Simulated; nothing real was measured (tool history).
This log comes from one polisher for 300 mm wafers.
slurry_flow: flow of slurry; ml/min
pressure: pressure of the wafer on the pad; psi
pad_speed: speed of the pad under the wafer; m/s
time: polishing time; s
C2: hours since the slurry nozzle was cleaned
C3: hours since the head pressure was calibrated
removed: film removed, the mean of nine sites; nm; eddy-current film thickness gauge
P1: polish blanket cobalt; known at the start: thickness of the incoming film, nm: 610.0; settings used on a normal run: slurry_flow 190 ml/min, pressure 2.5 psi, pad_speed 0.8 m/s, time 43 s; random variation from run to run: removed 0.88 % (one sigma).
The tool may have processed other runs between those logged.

Run 1, hour 6.7: slurry_flow 190 ml/min, pressure 2.5 psi, pad_speed 0.8 m/s, time 43 s; wafers polished on this pad 538; C2 109.8; C3 784.3. Result: removed 247.38 nm.
Run 2, hour 19.4: slurry_flow 190 ml/min, pressure 3.7 psi, pad_speed 0.8 m/s, time 43 s; wafers polished on this pad 746; C2 122.5; C3 797. Result: removed 362.75 nm.
Run 3, hour 31.9: slurry_flow 190 ml/min, pressure 2.5 psi, pad_speed 0.8 m/s, time 43 s; wafers polished on this pad 950; C2 135; C3 809.5. Result: removed 245.33 nm.
Run 4, hour 40.4: slurry_flow 190 ml/min, pressure 2.5 psi, pad_speed 0.8 m/s, time 43 s; wafers polished on this pad 1089; C2 143.5; C3 818. Result: removed 243.65 nm.
Run 5, hour 49: slurry_flow 190 ml/min, pressure 2.5 psi, pad_speed 0.36 m/s, time 43 s; wafers polished on this pad 1230; C2 152.1; C3 826.6. Result: removed 111.18 nm.
Run 6, hour 54.8: slurry_flow 190 ml/min, pressure 1.2 psi, pad_speed 1 m/s, time 43 s; wafers polished on this pad 1325; C2 157.9; C3 832.4. Result: removed 145.18 nm.
Run 7, hour 64.9: slurry_flow 260 ml/min, pressure 2.5 psi, pad_speed 0.8 m/s, time 43 s; wafers polished on this pad 1490; C2 168; C3 842.5. Result: removed 258.08 nm.
Run 8, hour 70.5: slurry_flow 190 ml/min, pressure 2.5 psi, pad_speed 0.8 m/s, time 43 s; wafers polished on this pad 1582; C2 173.6; C3 848.1. Result: removed 247.92 nm.
Run 9, hour 78: slurry_flow 190 ml/min, pressure 2.5 psi, pad_speed 1.24 m/s, time 43 s; wafers polished on this pad 1705; C2 181.1; C3 855.6. Result: removed 383.16 nm.
Run 10, hour 87.2: slurry_flow 190 ml/min, pressure 2.5 psi, pad_speed 0.8 m/s, time 19 s; wafers polished on this pad 1855; C2 190.3; C3 864.8. Result: removed 110.45 nm.
At hour 93.2: head pressure recalibrated.
Run 11, hour 93.4: slurry_flow 190 ml/min, pressure 2.5 psi, pad_speed 0.8 m/s, time 68 s; wafers polished on this pad 1957; C2 196.5; C3 0.2. Result: removed 382.83 nm.
Run 12, hour 102.4: slurry_flow 115 ml/min, pressure 2.5 psi, pad_speed 0.8 m/s, time 43 s; wafers polished on this pad 2104; C2 205.5; C3 9.2. Result: removed 225.11 nm.
Run 13, hour 114.6: slurry_flow 190 ml/min, pressure 1.5 psi, pad_speed 0.8 m/s, time 43 s; wafers polished on this pad 2304; C2 217.7; C3 21.4. Result: removed 150.28 nm.
Run 14, hour 125.3: slurry_flow 190 ml/min, pressure 2.5 psi, pad_speed 0.8 m/s, time 43 s; wafers polished on this pad 2479; C2 228.4; C3 32.1. Result: removed 244.16 nm.
Run 15, hour 136.5: slurry_flow 140 ml/min, pressure 2.5 psi, pad_speed 0.8 m/s, time 21 s; wafers polished on this pad 2662; C2 239.6; C3 43.3. Result: removed 113.22 nm.
Run 16, hour 144.1: slurry_flow 190 ml/min, pressure 2.5 psi, pad_speed 0.8 m/s, time 43 s; wafers polished on this pad 2787; C2 247.2; C3 50.9. Result: removed 246.01 nm.
Run 17, hour 152.5: slurry_flow 190 ml/min, pressure 2.5 psi, pad_speed 0.8 m/s, time 43 s; wafers polished on this pad 2924; C2 255.6; C3 59.3. Result: removed 241.25 nm.
Run 18, hour 165.3: slurry_flow 190 ml/min, pressure 2.5 psi, pad_speed 0.8 m/s, time 43 s; wafers polished on this pad 3134; C2 268.4; C3 72.1. Result: removed 229.96 nm.
Run 19, hour 174.2: slurry_flow 190 ml/min, pressure 2.5 psi, pad_speed 0.8 m/s, time 43 s; wafers polished on this pad 3279; C2 277.3; C3 81. Result: removed 229.53 nm.

Predict the results of run 20:
Run 20, hour 182.9: slurry_flow 190 ml/min, pressure 2.5 psi, pad_speed 0.8 m/s, time 43 s; wafers polished on this pad 3422; C2 286; C3 89.7. Result: removed ?.

removed: 227.63 nm
